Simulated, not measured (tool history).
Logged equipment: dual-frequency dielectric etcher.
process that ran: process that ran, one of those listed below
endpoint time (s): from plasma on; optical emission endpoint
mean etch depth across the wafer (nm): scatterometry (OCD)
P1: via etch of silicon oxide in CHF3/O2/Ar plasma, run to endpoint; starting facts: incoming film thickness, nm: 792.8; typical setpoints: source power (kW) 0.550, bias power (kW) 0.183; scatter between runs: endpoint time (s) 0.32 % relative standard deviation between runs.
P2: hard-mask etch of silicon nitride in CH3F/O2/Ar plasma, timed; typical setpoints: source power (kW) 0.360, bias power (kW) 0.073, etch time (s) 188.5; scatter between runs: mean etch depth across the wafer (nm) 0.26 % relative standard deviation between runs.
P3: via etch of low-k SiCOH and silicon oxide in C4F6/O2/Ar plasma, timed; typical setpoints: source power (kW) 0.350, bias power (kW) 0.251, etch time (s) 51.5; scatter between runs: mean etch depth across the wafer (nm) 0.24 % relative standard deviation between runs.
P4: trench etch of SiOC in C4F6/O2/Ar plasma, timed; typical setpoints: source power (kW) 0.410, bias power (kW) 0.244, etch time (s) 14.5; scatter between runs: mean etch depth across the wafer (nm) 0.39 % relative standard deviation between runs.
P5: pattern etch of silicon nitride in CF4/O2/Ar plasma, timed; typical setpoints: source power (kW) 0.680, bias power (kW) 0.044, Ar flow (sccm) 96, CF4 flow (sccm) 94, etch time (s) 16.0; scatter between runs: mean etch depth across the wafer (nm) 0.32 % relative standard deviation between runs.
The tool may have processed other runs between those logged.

| run | hour | process that ran | source power (kW) | bias power (kW) | etch time (s) | Ar flow (sccm) | CF4 flow (sccm) | endpoint time (s) | mean etch depth across the wafer (nm) |
|---|---|---|---|---|---|---|---|---|---|
| 1 | 4.8 | P1 | 0.550 | 0.183 |  |  |  | 411.10 |  |
| 2 | 11.3 | P1 | 0.700 | 0.183 |  |  |  | 372.23 |  |
| 3 | 16.3 | P2 | 0.360 | 0.073 | 106.5 |  |  |  | 73.348 |
| 4 | 23.7 | P5 | 0.680 | 0.044 | 16.0 | 96 | 94 |  | 38.174 |
| 5 | 31.8 | P3 | 0.350 | 0.251 | 63.5 |  |  |  | 179.960 |
|  | 35.0 | source power generator calibrated |
| 6 | 39.1 | P2 | 0.500 | 0.073 | 188.5 |  |  |  | 146.380 |
| 7 | 48.6 | P5 | 0.680 | 0.044 | 16.0 | 96 | 94 |  | 38.218 |
| 8 | 53.9 | P3 | 0.270 | 0.251 | 51.5 |  |  |  | 132.180 |
| 9 | 59.8 | P1 | 0.410 | 0.183 |  |  |  | 459.77 |  |
| 10 | 68.7 | P1 | 0.550 | 0.116 |  |  |  | 476.57 |  |
| 11 | 77.4 | P2 | 0.360 | 0.046 | 188.5 |  |  |  | 111.350 |
| 12 | 81.8 | P4 | 0.570 | 0.244 | 14.5 |  |  |  | 37.903 |
|  | 83.0 | bias power generator calibrated |
| 13 | 87.6 | P5 | 0.680 | 0.044 | 16.0 | 96 | 63 |  | 35.838 |
| 14 | 94.0 | P1 | 0.550 | 0.183 |  |  |  | 412.39 |  |
| 15 | 101.7 | P1 | 0.550 | 0.183 |  |  |  | 409.96 |  |
| 16 | 109.3 | P1 | 0.550 | 0.220 |  |  |  | 386.17 |  |
| 17 | 117.8 | P1 | 0.750 | 0.214 |  |  |  | 344.29 |  |
| 18 | 122.8 | P2 | 0.360 | 0.073 | 188.5 |  |  |  | 129.760 |
| 19 | 127.2 | P1 | 0.550 | 0.183 |  |  |  | 411.66 |  |
| 20 | 132.0 | P1 | 0.410 | 0.139 |  |  |  | 505.55 |  |
| 21 | 139.3 | P3 | 0.350 | 0.251 | 51.5 |  |  |  | 146.540 |
| 22 | 146.7 | P5 | 0.960 | 0.044 | 16.0 | 96 | 94 |  | 51.481 |
| 23 | 156.2 | P4 | 0.410 | 0.244 | 8.0 |  |  |  | 18.512 |
| 24 | 165.1 | P5 | 0.680 | 0.044 | 16.0 | 56 | 94 |  | 40.796 |

Run 25 is up next; what results do you expect?
| 25 | 171.6 | P3 | 0.350 | 0.349 | 51.5 |  |  |  | ? |

Run 25 yielded mean etch depth across the wafer (nm) 164.310.
